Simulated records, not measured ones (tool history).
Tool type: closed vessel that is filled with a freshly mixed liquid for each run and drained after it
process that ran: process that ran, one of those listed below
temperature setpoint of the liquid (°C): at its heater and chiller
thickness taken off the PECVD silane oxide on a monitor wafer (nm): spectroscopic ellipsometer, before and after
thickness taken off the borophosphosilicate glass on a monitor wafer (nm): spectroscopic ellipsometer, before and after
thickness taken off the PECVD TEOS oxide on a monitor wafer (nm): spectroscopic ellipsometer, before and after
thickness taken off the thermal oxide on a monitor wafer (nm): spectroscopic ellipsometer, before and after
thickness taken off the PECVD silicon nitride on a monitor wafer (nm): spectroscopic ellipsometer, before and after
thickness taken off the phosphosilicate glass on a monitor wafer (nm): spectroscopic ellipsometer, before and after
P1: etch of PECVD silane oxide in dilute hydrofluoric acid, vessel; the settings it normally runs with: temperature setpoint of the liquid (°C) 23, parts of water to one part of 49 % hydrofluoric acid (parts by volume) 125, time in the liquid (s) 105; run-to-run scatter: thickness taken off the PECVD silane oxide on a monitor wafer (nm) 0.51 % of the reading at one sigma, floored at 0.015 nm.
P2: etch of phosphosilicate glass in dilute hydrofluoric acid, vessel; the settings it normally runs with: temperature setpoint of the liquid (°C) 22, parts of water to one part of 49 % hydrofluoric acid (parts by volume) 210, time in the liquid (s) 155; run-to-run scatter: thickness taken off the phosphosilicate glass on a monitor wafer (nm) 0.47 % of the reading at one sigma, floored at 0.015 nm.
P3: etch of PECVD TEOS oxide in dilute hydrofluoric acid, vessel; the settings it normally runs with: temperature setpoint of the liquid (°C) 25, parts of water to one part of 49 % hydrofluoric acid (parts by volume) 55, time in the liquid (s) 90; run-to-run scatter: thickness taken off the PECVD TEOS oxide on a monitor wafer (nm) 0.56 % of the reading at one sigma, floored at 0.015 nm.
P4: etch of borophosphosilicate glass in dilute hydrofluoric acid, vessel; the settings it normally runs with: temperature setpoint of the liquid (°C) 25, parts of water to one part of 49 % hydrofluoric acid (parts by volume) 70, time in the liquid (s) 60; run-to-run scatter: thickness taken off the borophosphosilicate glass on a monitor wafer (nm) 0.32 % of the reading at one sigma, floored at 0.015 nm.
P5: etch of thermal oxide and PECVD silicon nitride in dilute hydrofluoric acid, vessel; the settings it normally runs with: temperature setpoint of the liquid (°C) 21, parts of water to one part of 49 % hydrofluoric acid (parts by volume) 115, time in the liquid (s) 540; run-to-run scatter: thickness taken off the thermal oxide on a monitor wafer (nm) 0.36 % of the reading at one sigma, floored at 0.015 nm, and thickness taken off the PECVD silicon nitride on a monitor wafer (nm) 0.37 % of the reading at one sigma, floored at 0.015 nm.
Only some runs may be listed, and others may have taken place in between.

run	hour	process that ran	temperature setpoint of the liquid (°C)	parts of water to one part of 49 % hydrofluoric acid (parts by volume)	time in the liquid (s)	hours since the thermometer was replaced	hours since the hydrofluoric acid flow meter was replaced	thickness taken off the PECVD silane oxide on a monitor wafer (nm)	thickness taken off the borophosphosilicate glass on a monitor wafer (nm)	thickness taken off the PECVD TEOS oxide on a monitor wafer (nm)	thickness taken off the thermal oxide on a monitor wafer (nm)	thickness taken off the PECVD silicon nitride on a monitor wafer (nm)	thickness taken off the phosphosilicate glass on a monitor wafer (nm)
1	2.6	P1	23	125	105	543.1	651.9	38.692					
2	5.2	P1	23	125	155	545.7	654.5	57.168					
3	8.7	P1	23	205	105	549.2	658	21.565					
4	12.1	P4	25	115	60	552.6	661.4		29.333				
5	14.3	P3	33	55	90	554.8	663.6			20.303			
6	19.2	P1	23	125	30	559.7	668.5	11.126					
7	22.7	P1	23	125	105	563.2	672	38.858					
8	27.3	P4	25	70	60	567.8	676.6		51.536				
9	31.3	P1	29	125	30	571.8	680.6	13.873					
10	35.2	P4	25	70	60	575.7	684.5		51.353				
11	38.5	P4	32	70	60	579	687.8		67.694				
12	42.5	P3	25	55	90	583	691.8			15.088			
13	45.2	P3	25	55	45	585.7	694.5			7.5537			
14	48.1	P1	23	75	105	588.6	697.4	68.273					
15	53	P5	17	115	540	593.5	702.3				15.448	8.1378	
16	56.9	P1	23	125	105	597.4	706.2	38.507					
17	59.1	P3	25	55	90	599.6	708.4			15.005			
18	61.8	P4	25	70	105	602.3	711.1		89.558				
19	66.1	P1	28.5	215	105	606.6	715.4	24.822					
20	69.3	P2	22	210	155	609.8	718.6						43.534
21	72.5	P3	25	20	90	613	721.8			43.159			
22	77	P1	23	125	105	617.5	726.3	39.065					
23	79.2	P2	22	210	305	619.7	728.5						86.153
24	83.2	P5	21	115	540	623.7	732.5				18.449	10.709	
25	86	P2	22	45	155	626.5	735.3						246.36
26	89.9	P1	23	125	105	630.4	739.2	38.327					
27	92.6	P2	25.5	210	155	633.1	741.9						49.539
28	95	P1	30	125	105	635.5	744.3	50.344					
29	97.6	P1	17.5	125	105	638.1	746.9	30.958					
30	101.3	P5	21	160	540	641.8	750.6				12.582	7.714	
31	104.4	P2	22	210	155	644.9	753.7						43.883
32	107.6	P1	23	125	105	648.1	756.9	38.402					
33	111.1	P5	21	115	860	651.6	760.4				29.319	16.94	
34	114.5	P1	23	125	105	655	763.8	38.731					
35	117.9	P1	23	125	105	658.4	767.2	39.804					
36	120.5	P1	23	125	105	661	769.8	40.174					
37	125.3	P1	23	125	105	665.8	774.6	40.771					
38	128.2	P1	23	125	105	668.7	777.5	41.269					
39	132.4	P1	23	125	105	672.9	781.7	41.249					
40	135.5	P1	23	125	105	676	784.8	41.424					
41	140.4	P1	23	125	105	680.9	789.7	41.139					
42	145.2	P1	23	125	105	685.7	794.5	42.102					
43	148.7	P1	23	125	105	689.2	798	41.742					
44	152.3	P1	23	125	105	692.8	801.6	41.745					

The output of P1 has drifted from where it used to be. Each of the 2 causes below, taken at the size shown beside it, accounts for the log equally well:
A: hydrofluoric acid flow above the setpoint (%) = 6.92
B: liquid hotter than its thermometer reads (K) = 1.96
Creep in the process output first set in at about hour 114.5.

4 check runs are offered, one wafer each, their results left as question marks. Which one tells the causes apart?
check 1	155.9	P2	22	50	155								?
check 2	155.9	P4	28	70	80				?				
check 3	155.9	P5	21	115	780						?	?	
check 4	155.9	P3	32	55	90					?			

Predicted outcomes, by check and by cause:
check	result	if A	if B
check 1	thickness taken off the phosphosilicate glass on a monitor wafer (nm)	236.03	238.45
check 2	thickness taken off the borophosphosilicate glass on a monitor wafer (nm)	83.08	83.312
check 3	thickness taken off the thermal oxide on a monitor wafer (nm)	28.595	28.682
check 3	thickness taken off the PECVD silicon nitride on a monitor wafer (nm)	16.512	17.622
check 4	thickness taken off the PECVD TEOS oxide on a monitor wafer (nm)	21.36	21.404
Minimum pairwise separation of causes per check, each pair taken at its best-separating result: check 1 1.02 %; check 2 0.28 %; check 3 6.5 %; check 4 0.21 %
Only in check 3 would the causes give clearly different results; in the remaining checks their results would be nearly the same.

Check 3 was carried out, with these results: thickness taken off the thermal oxide on a monitor wafer (nm) 28.51; thickness taken off the PECVD silicon nitride on a monitor wafer (nm) 16.455. Which of the listed causes is responsible?

The cause is A: hydrofluoric acid flow above the setpoint (%).
